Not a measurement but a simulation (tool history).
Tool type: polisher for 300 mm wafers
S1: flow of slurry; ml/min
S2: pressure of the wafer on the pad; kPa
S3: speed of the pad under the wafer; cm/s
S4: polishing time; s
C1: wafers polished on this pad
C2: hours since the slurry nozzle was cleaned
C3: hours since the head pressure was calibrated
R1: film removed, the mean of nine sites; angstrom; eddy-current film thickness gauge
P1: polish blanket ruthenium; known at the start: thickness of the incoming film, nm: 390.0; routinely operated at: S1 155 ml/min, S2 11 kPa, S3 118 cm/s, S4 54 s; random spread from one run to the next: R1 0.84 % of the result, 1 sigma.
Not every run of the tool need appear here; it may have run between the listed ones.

{"run": 1, "hour": 3.0, "S1": 155, "S2": 11, "S3": 118, "S4": 54, "C1": 186, "C2": 222.5, "C3": 200.3, "R1": 569.43}
{"run": 2, "hour": 6.1, "S1": 95, "S2": 11, "S3": 118, "S4": 54, "C1": 224, "C2": 225.6, "C3": 203.4, "R1": 514.74}
{"run": 3, "hour": 9.1, "S1": 155, "S2": 11, "S3": 118, "S4": 54, "C1": 261, "C2": 228.6, "C3": 206.4, "R1": 571.2}
{"run": 4, "hour": 11.4, "S1": 155, "S2": 4.8, "S3": 118, "S4": 54, "C1": 290, "C2": 230.9, "C3": 208.7, "R1": 249.92}
{"hour": 12.5, "done": "slurry nozzle cleaned"}
{"run": 5, "hour": 14.2, "S1": 155, "S2": 11, "S3": 118, "S4": 79, "C1": 325, "C2": 1.8, "C3": 211.5, "R1": 837.32}
{"run": 6, "hour": 18.8, "S1": 155, "S2": 11, "S3": 118, "S4": 54, "C1": 382, "C2": 6.4, "C3": 216.1, "R1": 574.57}
{"run": 7, "hour": 23.2, "S1": 155, "S2": 11, "S3": 118, "S4": 54, "C1": 436, "C2": 10.8, "C3": 220.5, "R1": 570.54}
{"run": 8, "hour": 26.8, "S1": 220, "S2": 11, "S3": 118, "S4": 54, "C1": 481, "C2": 14.4, "C3": 224.1, "R1": 596.52}
{"run": 9, "hour": 30.2, "S1": 155, "S2": 11, "S3": 54, "S4": 54, "C1": 523, "C2": 17.8, "C3": 227.5, "R1": 263.16}
{"run": 10, "hour": 34.7, "S1": 155, "S2": 11, "S3": 154, "S4": 68, "C1": 579, "C2": 22.3, "C3": 232, "R1": 923.37}
{"run": 11, "hour": 39.4, "S1": 155, "S2": 11, "S3": 118, "S4": 37, "C1": 637, "C2": 27, "C3": 236.7, "R1": 391.85}
{"run": 12, "hour": 41.7, "S1": 155, "S2": 11, "S3": 186, "S4": 54, "C1": 666, "C2": 29.3, "C3": 239, "R1": 891.33}
{"run": 13, "hour": 44.0, "S1": 155, "S2": 15.9, "S3": 118, "S4": 54, "C1": 694, "C2": 31.6, "C3": 241.3, "R1": 809.65}
{"run": 14, "hour": 46.9, "S1": 155, "S2": 11, "S3": 118, "S4": 54, "C1": 730, "C2": 34.5, "C3": 244.2, "R1": 571.66}
{"run": 15, "hour": 51.4, "S1": 155, "S2": 11, "S3": 118, "S4": 54, "C1": 786, "C2": 39, "C3": 248.7, "R1": 542.76}
{"run": 16, "hour": 54.2, "S1": 155, "S2": 11, "S3": 118, "S4": 54, "C1": 821, "C2": 41.8, "C3": 251.5, "R1": 545.76}
{"run": 17, "hour": 57.1, "S1": 155, "S2": 11, "S3": 118, "S4": 54, "C1": 857, "C2": 44.7, "C3": 254.4, "R1": 530.17}
{"run": 18, "hour": 60.4, "S1": 155, "S2": 11, "S3": 118, "S4": 54, "C1": 898, "C2": 48, "C3": 257.7, "R1": 523.83}
{"run": 19, "hour": 63.3, "S1": 155, "S2": 11, "S3": 118, "S4": 54, "C1": 934, "C2": 50.9, "C3": 260.6, "R1": 525.02}
{"run": 20, "hour": 68.2, "S1": 155, "S2": 11, "S3": 118, "S4": 54, "C1": 995, "C2": 55.8, "C3": 265.5, "R1": 519.63}
{"run": 21, "hour": 70.9, "S1": 155, "S2": 11, "S3": 118, "S4": 54, "C1": 1028, "C2": 58.5, "C3": 268.2, "R1": 521.71}
{"hour": 72.3, "done": "head pressure recalibrated"}
{"run": 22, "hour": 74.2, "S1": 155, "S2": 11, "S3": 118, "S4": 54, "C1": 1069, "C2": 61.8, "C3": 2, "R1": 514.29}

Predict the results of run 23:
{"run": 23, "hour": 78.1, "S1": 155, "S2": 11, "S3": 118, "S4": 54, "C1": 1117, "C2": 65.7, "C3": 5.9, "R1": "?"}

R1: 509.51 angstrom
